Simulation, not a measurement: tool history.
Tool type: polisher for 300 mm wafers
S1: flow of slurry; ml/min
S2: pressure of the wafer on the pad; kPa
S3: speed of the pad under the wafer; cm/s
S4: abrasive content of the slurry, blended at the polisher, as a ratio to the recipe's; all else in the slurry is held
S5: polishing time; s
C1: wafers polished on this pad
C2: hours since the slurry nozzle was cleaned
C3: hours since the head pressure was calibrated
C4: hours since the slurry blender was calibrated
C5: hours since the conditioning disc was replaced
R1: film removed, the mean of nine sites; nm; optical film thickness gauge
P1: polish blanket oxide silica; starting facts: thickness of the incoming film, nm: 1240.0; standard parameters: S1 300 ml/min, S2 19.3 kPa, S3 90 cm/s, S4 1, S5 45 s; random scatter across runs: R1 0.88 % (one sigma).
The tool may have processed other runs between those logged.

Run 1, hour 7.6: S1 300 ml/min, S2 19.3 kPa, S3 90 cm/s, S4 1, S5 45 s; C1 575; C2 159; C3 724.9; C4 276.7; C5 201.4. Result: R1 99.023 nm.
Run 2, hour 15.4: S1 300 ml/min, S2 19.3 kPa, S3 90 cm/s, S4 1.35, S5 45 s; C1 656; C2 166.8; C3 732.7; C4 284.5; C5 209.2. Result: R1 111.68 nm.
Run 3, hour 24.7: S1 300 ml/min, S2 19.3 kPa, S3 90 cm/s, S4 0.65, S5 45 s; C1 753; C2 176.1; C3 742; C4 293.8; C5 218.5. Result: R1 78.598 nm.
Run 4, hour 30.3: S1 300 ml/min, S2 19.3 kPa, S3 90 cm/s, S4 1, S5 45 s; C1 811; C2 181.7; C3 747.6; C4 299.4; C5 224.1. Result: R1 96.495 nm.
Run 5, hour 40.4: S1 300 ml/min, S2 29 kPa, S3 90 cm/s, S4 1, S5 45 s; C1 915; C2 191.8; C3 757.7; C4 309.5; C5 234.2. Result: R1 149.04 nm.
Run 6, hour 48.7: S1 300 ml/min, S2 19.3 kPa, S3 90 cm/s, S4 1, S5 24 s; C1 1002; C2 200.1; C3 766; C4 317.8; C5 242.5. Result: R1 51.867 nm.
Run 7, hour 57.4: S1 300 ml/min, S2 19.3 kPa, S3 116 cm/s, S4 1, S5 45 s; C1 1092; C2 208.8; C3 774.7; C4 326.5; C5 251.2. Result: R1 119.78 nm.
Run 8, hour 68.5: S1 425 ml/min, S2 19.3 kPa, S3 90 cm/s, S4 0.75, S5 45 s; C1 1207; C2 219.9; C3 785.8; C4 337.6; C5 262.3. Result: R1 86.479 nm.
Run 9, hour 74.5: S1 300 ml/min, S2 9.7 kPa, S3 90 cm/s, S4 1, S5 45 s; C1 1269; C2 225.9; C3 791.8; C4 343.6; C5 268.3. Result: R1 48.229 nm.
Run 10, hour 80.6: S1 180 ml/min, S2 19.3 kPa, S3 90 cm/s, S4 1, S5 45 s; C1 1332; C2 232; C3 797.9; C4 349.7; C5 274.4. Result: R1 92.083 nm.
Run 11, hour 91.6: S1 300 ml/min, S2 19.3 kPa, S3 90 cm/s, S4 1, S5 61 s; C1 1446; C2 243; C3 808.9; C4 360.7; C5 285.4. Result: R1 131.78 nm.
Run 12, hour 97.6: S1 300 ml/min, S2 19.3 kPa, S3 90 cm/s, S4 1, S5 45 s; C1 1509; C2 249; C3 814.9; C4 366.7; C5 291.4. Result: R1 97.656 nm.
Run 13, hour 109: S1 385 ml/min, S2 19.3 kPa, S3 90 cm/s, S4 1, S5 45 s; C1 1627; C2 260.4; C3 826.3; C4 378.1; C5 302.8. Result: R1 99.964 nm.
Run 14, hour 117.3: S1 300 ml/min, S2 19.3 kPa, S3 90 cm/s, S4 1, S5 45 s; C1 1713; C2 268.7; C3 834.6; C4 386.4; C5 311.1. Result: R1 98.369 nm.
Run 15, hour 124.9: S1 300 ml/min, S2 19.3 kPa, S3 90 cm/s, S4 1, S5 45 s; C1 1792; C2 276.3; C3 842.2; C4 394; C5 318.7. Result: R1 97.051 nm.

Predict the results of run 16:
Run 16, hour 132.4: S1 300 ml/min, S2 19.3 kPa, S3 90 cm/s, S4 1, S5 45 s; C1 1870; C2 283.8; C3 849.7; C4 401.5; C5 326.2. Result: R1 ?.

Run 16 measured R1 98.295 nm.
